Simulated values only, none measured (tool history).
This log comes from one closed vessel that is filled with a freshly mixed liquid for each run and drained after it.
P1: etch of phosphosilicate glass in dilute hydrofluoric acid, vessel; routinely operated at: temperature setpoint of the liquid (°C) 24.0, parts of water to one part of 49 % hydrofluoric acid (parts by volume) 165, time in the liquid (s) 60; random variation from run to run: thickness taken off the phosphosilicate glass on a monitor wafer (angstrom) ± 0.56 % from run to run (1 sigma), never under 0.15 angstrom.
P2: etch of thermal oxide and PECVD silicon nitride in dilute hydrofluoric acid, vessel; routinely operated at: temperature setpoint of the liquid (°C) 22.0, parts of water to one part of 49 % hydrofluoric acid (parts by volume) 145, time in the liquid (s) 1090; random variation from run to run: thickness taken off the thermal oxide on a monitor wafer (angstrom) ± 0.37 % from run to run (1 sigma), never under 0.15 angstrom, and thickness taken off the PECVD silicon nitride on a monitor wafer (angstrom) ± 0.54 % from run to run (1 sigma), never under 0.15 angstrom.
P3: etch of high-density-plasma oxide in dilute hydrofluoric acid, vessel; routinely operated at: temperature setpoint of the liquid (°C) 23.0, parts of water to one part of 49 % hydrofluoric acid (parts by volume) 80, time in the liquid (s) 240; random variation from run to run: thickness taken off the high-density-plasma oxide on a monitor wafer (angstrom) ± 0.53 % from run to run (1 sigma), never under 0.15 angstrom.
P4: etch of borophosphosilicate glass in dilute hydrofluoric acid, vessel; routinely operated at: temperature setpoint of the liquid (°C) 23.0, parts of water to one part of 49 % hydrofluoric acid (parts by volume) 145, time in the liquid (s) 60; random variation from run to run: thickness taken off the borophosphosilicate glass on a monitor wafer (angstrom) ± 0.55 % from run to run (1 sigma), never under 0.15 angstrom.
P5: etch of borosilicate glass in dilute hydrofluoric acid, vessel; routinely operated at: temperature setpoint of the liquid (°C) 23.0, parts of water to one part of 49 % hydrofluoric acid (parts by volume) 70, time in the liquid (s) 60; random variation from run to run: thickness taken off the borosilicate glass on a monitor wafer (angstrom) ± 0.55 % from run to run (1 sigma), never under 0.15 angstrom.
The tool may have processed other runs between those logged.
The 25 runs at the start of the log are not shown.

run   hour  process that ran  temperature setpoint of the liquid (°C)  parts of water to one part of 49 % hydrofluoric acid (parts by volume)  time in the liquid (s)  thickness taken off the phosphosilicate glass on a monitor wafer (angstrom)  thickness taken off the high-density-plasma oxide on a monitor wafer (angstrom)  thickness taken off the borosilicate glass on a monitor wafer (angstrom)  thickness taken off the borophosphosilicate glass on a monitor wafer (angstrom)  thickness taken off the thermal oxide on a monitor wafer (angstrom)  thickness taken off the PECVD silicon nitride on a monitor wafer (angstrom)
 26  190.5                P1                                     24.0                                                                     165                     115                                                                       822.89
 27  199.1                P1                                     29.0                                                                     165                      60                                                                       511.87
 28  204.3                P1                                     20.0                                                                     285                      60                                                                       187.92
 29  212.1                P2                                     22.0                                                                      95                    1090                                                                                                                                                                                                                                                                                                                                                                                        532.24                                                                      195.670
 30  219.3                P1                                     24.0                                                                     165                      60                                                                       428.02
 31  227.9                P5                                     17.0                                                                      70                      60                                                                                                                                                                                                                                  310.50
 32  233.5                P1                                     24.0                                                                     165                      60                                                                       429.31
 33  238.1                P1                                     24.0                                                                     165                      60                                                                       413.45
 34  248.0                P1                                     24.0                                                                     165                      60                                                                       402.16
 35  252.8                P1                                     24.0                                                                     165                      60                                                                       398.69
 36  257.5                P1                                     24.0                                                                     165                      60                                                                       392.42
 37  265.9                P1                                     24.0                                                                     165                      60                                                                       394.44

Estimate the outcome of run 38 from the log above:
 38  271.4                P1                                     24.0                                                                     165                      60                                                                            ?

thickness taken off the phosphosilicate glass on a monitor wafer (angstrom): 396.26

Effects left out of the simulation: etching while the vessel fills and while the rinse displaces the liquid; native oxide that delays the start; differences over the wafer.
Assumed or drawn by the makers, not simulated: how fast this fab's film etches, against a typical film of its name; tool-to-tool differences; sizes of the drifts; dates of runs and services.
